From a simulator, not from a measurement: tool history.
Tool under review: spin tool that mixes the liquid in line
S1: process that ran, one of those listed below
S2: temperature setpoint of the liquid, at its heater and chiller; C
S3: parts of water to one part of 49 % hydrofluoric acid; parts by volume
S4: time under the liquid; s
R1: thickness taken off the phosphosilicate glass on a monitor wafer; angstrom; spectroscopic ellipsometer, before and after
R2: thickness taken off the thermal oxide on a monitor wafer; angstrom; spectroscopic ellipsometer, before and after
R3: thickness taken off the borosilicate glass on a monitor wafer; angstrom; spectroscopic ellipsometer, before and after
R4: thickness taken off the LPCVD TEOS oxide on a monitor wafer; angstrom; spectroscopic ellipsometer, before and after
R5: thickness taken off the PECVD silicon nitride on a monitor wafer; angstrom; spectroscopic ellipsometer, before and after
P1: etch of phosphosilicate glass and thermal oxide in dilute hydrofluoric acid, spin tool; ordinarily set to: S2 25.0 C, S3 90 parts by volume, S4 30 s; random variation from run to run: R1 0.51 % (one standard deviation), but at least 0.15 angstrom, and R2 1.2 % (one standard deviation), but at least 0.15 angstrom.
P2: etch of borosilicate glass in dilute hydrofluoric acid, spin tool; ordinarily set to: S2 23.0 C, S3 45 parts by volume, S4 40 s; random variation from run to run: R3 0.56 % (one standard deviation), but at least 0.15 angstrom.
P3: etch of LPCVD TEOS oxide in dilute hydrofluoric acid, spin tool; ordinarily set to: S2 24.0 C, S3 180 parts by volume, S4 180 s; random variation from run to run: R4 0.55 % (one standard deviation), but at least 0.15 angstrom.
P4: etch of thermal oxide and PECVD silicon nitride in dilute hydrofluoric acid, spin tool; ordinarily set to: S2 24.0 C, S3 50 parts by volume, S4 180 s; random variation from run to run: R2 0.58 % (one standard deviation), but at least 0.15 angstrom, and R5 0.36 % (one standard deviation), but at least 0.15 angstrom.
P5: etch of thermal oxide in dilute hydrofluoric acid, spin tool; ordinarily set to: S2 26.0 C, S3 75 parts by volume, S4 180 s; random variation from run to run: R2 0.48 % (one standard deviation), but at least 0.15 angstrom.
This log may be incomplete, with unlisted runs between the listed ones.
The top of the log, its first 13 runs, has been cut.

run	hour	S1	S2	S3	S4	R1	R2	R3	R4	R5
# hour 116.8: hydrofluoric acid flow meter replaced
14	120.2	P1	25.0	35	30	1330.90	46.6620			
15	125.4	P5	26.0	75	180		128.4400			
16	134.1	P1	25.0	25	15	952.88	33.1620			
17	142.0	P4	30.0	50	180		225.7400			299.62
18	148.5	P3	29.5	180	180				262.770	
19	155.6	P2	18.0	45	40			120.610		
20	164.8	P5	32.5	75	180		163.7900			
21	174.4	P2	23.0	45	40			147.570		
22	182.9	P4	24.0	50	180		177.7900			200.11
23	192.0	P1	25.0	90	30	483.83	16.7410			
24	198.0	P1	30.0	90	30	584.69	20.3640			
25	205.1	P3	24.0	70	180				636.150	
26	214.2	P1	19.5	90	30	383.87	13.6930			
27	220.1	P1	25.0	90	30	481.02	17.1100			
28	230.0	P2	23.0	45	40			148.630		
29	237.4	P2	23.0	25	40			273.940		
30	245.8	P5	26.0	75	290		206.9700			

Run 31 comes next. What will it give?
31	252.9	P1	25.0	90	30	?	?			

{"run 31": {"R1": 487.5, "R2": 16.946}}
